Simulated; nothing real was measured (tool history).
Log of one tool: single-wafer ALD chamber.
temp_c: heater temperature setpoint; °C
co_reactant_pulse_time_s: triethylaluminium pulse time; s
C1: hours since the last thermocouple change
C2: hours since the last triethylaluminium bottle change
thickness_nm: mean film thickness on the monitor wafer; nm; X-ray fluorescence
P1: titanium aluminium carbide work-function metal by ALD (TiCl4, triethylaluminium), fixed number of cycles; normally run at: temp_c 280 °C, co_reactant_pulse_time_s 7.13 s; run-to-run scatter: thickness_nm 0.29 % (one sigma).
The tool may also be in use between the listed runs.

Run 1, hour 8.2: temp_c 280 °C, co_reactant_pulse_time_s 7.13 s; C1 1012.7; C2 286.5. Result: thickness_nm 1.7395 nm.
Run 2, hour 26.6: temp_c 298 °C, co_reactant_pulse_time_s 10.81 s; C1 1031.1; C2 304.9. Result: thickness_nm 2.0243 nm.
Run 3, hour 36.4: temp_c 295 °C, co_reactant_pulse_time_s 9.62 s; C1 1040.9; C2 314.7. Result: thickness_nm 1.9650 nm.
Run 4, hour 48.7: temp_c 259 °C, co_reactant_pulse_time_s 7.13 s; C1 1053.2; C2 327.0. Result: thickness_nm 1.5806 nm.
Run 5, hour 62.4: temp_c 280 °C, co_reactant_pulse_time_s 10.63 s; C1 1066.9; C2 340.7. Result: thickness_nm 1.8590 nm.
Run 6, hour 75.0: temp_c 280 °C, co_reactant_pulse_time_s 7.13 s; C1 1079.5; C2 353.3. Result: thickness_nm 1.7438 nm.
Run 7, hour 90.6: temp_c 280 °C, co_reactant_pulse_time_s 7.13 s; C1 1095.1; C2 368.9. Result: thickness_nm 1.7488 nm.
Run 8, hour 106.1: temp_c 280 °C, co_reactant_pulse_time_s 7.13 s; C1 1110.6; C2 384.4. Result: thickness_nm 1.7324 nm.
Run 9, hour 116.5: temp_c 280 °C, co_reactant_pulse_time_s 7.13 s; C1 1121.0; C2 394.8. Result: thickness_nm 1.7417 nm.
Run 10, hour 124.7: temp_c 305 °C, co_reactant_pulse_time_s 7.13 s; C1 1129.2; C2 403.0. Result: thickness_nm 1.9527 nm.
Run 11, hour 139.8: temp_c 280 °C, co_reactant_pulse_time_s 2.70 s; C1 1144.3; C2 418.1. Result: thickness_nm 1.1552 nm.
Run 12, hour 152.9: temp_c 280 °C, co_reactant_pulse_time_s 7.13 s; C1 1157.4; C2 431.2. Result: thickness_nm 1.7352 nm.
Run 13, hour 169.0: temp_c 280 °C, co_reactant_pulse_time_s 7.13 s; C1 1173.5; C2 447.3. Result: thickness_nm 1.7544 nm.
Run 14, hour 180.4: temp_c 280 °C, co_reactant_pulse_time_s 7.13 s; C1 1184.9; C2 458.7. Result: thickness_nm 1.7422 nm.
Run 15, hour 197.2: temp_c 280 °C, co_reactant_pulse_time_s 7.13 s; C1 1201.7; C2 475.5. Result: thickness_nm 1.7347 nm.
Run 16, hour 211.1: temp_c 280 °C, co_reactant_pulse_time_s 7.13 s; C1 1215.6; C2 489.4. Result: thickness_nm 1.7243 nm.
Run 17, hour 223.5: temp_c 280 °C, co_reactant_pulse_time_s 7.13 s; C1 1228.0; C2 501.8. Result: thickness_nm 1.7116 nm.
Run 18, hour 241.9: temp_c 280 °C, co_reactant_pulse_time_s 7.13 s; C1 1246.4; C2 520.2. Result: thickness_nm 1.7125 nm.
Run 19, hour 252.0: temp_c 280 °C, co_reactant_pulse_time_s 7.13 s; C1 1256.5; C2 530.3. Result: thickness_nm 1.7134 nm.
Run 20, hour 260.5: temp_c 280 °C, co_reactant_pulse_time_s 7.13 s; C1 1265.0; C2 538.8. Result: thickness_nm 1.7228 nm.
Run 21, hour 270.1: temp_c 280 °C, co_reactant_pulse_time_s 7.13 s; C1 1274.6; C2 548.4. Result: thickness_nm 1.7188 nm.
Run 22, hour 287.8: temp_c 280 °C, co_reactant_pulse_time_s 7.13 s; C1 1292.3; C2 566.1. Result: thickness_nm 1.7188 nm.
Run 23, hour 299.5: temp_c 280 °C, co_reactant_pulse_time_s 7.13 s; C1 1304.0; C2 577.8. Result: thickness_nm 1.7147 nm.
Run 24, hour 308.1: temp_c 280 °C, co_reactant_pulse_time_s 7.13 s; C1 1312.6; C2 586.4. Result: thickness_nm 1.7141 nm.

What P1 gives has crept away from where it was. These 2 causes fit the log equally well, each at the size given:
A: wafer temperature below the value expected at the setpoint (K) = 3.83
B: triethylaluminium dose below that of a fresh bottle (%) = 7.1
The creep began at about hour 180.4.

4 check runs are offered, one wafer each, their results left as question marks. Which one tells the causes apart?
Run check 1, hour 316.7: temp_c 271 °C, co_reactant_pulse_time_s 8.88 s. Result: thickness_nm ?.
Run check 2, hour 316.7: temp_c 291 °C, co_reactant_pulse_time_s 9.31 s. Result: thickness_nm ?.
Run check 3, hour 316.7: temp_c 267 °C, co_reactant_pulse_time_s 2.97 s. Result: thickness_nm ?.
Run check 4, hour 316.7: temp_c 260 °C, co_reactant_pulse_time_s 7.13 s. Result: thickness_nm ?.

What each check would give under each cause:
  check        result    if A    if B
check 1  thickness_nm  1.7098  1.7212
check 2  thickness_nm  1.8916  1.9039
check 3  thickness_nm  1.1272  1.1001
check 4  thickness_nm  1.5527  1.5548
How far apart the two closest causes lie, in the result that separates them most: check 1 0.66 %; check 2 0.65 %; check 3 2.43 %; check 4 0.14 %
Check 3 tells the causes apart: in the others they would give nearly the same result.

Then check 3 was run and gave: thickness_nm 1.1000 nm. Which cause is it?

It is B: triethylaluminium dose below that of a fresh bottle (%).

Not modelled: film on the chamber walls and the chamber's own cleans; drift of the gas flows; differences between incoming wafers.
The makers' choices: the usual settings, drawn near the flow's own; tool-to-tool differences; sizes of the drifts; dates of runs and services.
